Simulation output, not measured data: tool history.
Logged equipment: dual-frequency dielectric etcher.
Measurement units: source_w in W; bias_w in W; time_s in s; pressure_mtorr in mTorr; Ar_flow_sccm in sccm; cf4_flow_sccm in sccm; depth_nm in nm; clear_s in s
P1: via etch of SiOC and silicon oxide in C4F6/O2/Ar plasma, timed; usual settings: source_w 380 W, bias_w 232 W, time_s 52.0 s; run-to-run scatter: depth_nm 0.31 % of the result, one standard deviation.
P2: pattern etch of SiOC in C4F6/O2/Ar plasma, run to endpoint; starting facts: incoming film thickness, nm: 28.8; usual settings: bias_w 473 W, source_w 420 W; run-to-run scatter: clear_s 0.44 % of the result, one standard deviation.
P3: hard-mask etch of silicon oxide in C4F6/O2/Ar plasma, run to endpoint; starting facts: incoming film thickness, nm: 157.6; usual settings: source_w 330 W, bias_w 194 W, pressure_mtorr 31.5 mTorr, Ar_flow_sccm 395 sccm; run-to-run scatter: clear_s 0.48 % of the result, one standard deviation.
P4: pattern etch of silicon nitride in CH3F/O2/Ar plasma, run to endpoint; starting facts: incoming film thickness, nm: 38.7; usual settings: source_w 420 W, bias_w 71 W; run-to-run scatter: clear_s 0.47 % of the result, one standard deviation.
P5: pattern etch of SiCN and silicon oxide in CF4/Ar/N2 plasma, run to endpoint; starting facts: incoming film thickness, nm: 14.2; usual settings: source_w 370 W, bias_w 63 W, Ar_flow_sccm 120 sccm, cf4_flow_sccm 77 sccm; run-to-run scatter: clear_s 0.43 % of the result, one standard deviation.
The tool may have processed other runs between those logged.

run    day  process  source_w  bias_w  time_s  pressure_mtorr  Ar_flow_sccm  cf4_flow_sccm  hours since the last wet clean  hours since the last source power generator calibration  hours since the last bias power generator calibration  depth_nm  clear_s
  1  0.221       P1       380     232    52.0                                                                        207.9                                                   2604.8                                                 1657.1    62.513
  2  0.475       P3       330     136                    31.5           395                                          214.0                                                   2610.9                                                 1663.2            60.5240
  3  0.850       P1       380     232    52.0                                                                        223.0                                                   2619.9                                                 1672.2    62.353
  4  1.117       P5       520      63                                   120             77                           229.4                                                   2626.3                                                 1678.6            15.0820
  5  1.429       P1       510     232    39.5                                                                        236.9                                                   2633.8                                                 1686.1    52.801
  6  1.679       P1       380     232    36.5                                                                        242.9                                                   2639.8                                                 1692.1    43.582
  7  2.008       P4       420      71                                                                                250.8                                                   2647.7                                                 1700.0            53.8370
  8  2.358       P1       380     232    52.0                                                                        259.2                                                   2656.1                                                 1708.4    62.418
  9  2.588       P4       420      71                                                                                264.7                                                   2661.6                                                 1713.9            53.9400
 10  2.867       P4       420      55                                                                                271.4                                                   2668.3                                                 1720.6            59.0580
 11  3.267       P3       330     194                    31.5           259                                          281.0                                                   2677.9                                                 1730.2            51.8890
 12  3.483       P5       370      63                                   152             77                           286.2                                                   2683.1                                                 1735.4            21.3980
 13  3.754       P5       370      63                                   120            103                           292.7                                                   2689.6                                                 1741.9            19.6180
 14  4.104       P5       370      63                                   120             77                           301.1                                                   2698.0                                                 1750.3            20.4630
 15  4.529       P1       380     232    52.0                                                                        311.3                                                   2708.2                                                 1760.5    62.245
 16  4.946       P3       210     194                    31.5           395                                          321.3                                                   2718.2                                                 1770.5            63.8960
 17  5.229       P3       330     194                    31.5           395                                          328.1                                                   2725.0                                                 1777.3            54.0300
 18  5.525       P3       330     194                    31.5           395                                          335.2                                                   2732.1                                                 1784.4            54.0710
     5.792  -- wet clean of the chamber
 19  5.912       P1       240     232    52.0                                                                          2.9                                                   2741.4                                                 1793.7    52.436
 20  6.125       P1       380     232    52.0                                                                          8.0                                                   2746.5                                                 1798.8    62.279
 21  6.400       P1       380     322    52.0                                                                         14.6                                                   2753.1                                                 1805.4    69.615
 22  6.746       P1       230     232    71.0                                                                         22.9                                                   2761.4                                                 1813.7    70.008
 23  7.029       P2       420     473                                                                                 29.7                                                   2768.2                                                 1820.5             9.6392
 24  7.421       P1       380     232    74.0                                                                         39.1                                                   2777.6                                                 1829.9    88.024
 25  7.721       P4       580      71                                                                                 46.3                                                   2784.8                                                 1837.1            47.8940
 26  8.121       P1       380     172    52.0                                                                         55.9                                                   2794.4                                                 1846.7    56.520
 27  8.467       P1       380     282    31.0                                                                         64.2                                                   2802.7                                                 1855.0    39.825
 28  8.846       P2       420     308                                                                                 73.3                                                   2811.8                                                 1864.1            11.2790
 29  9.258       P5       370      42                                   120             77                            83.2                                                   2821.7                                                 1874.0            23.4210
 30  9.575       P1       520     232    52.0                                                                         90.8                                                   2829.3                                                 1881.6    70.132
 31  9.862       P2       530     473                                                                                 97.7                                                   2836.2                                                 1888.5             8.9308

Forecast run 32:
 32  10.200       P3       330     194                    41.0           395                                          105.8                                                   2844.3                                                 1896.6                  ?

{"run 32": {"clear_s": 56.056}}
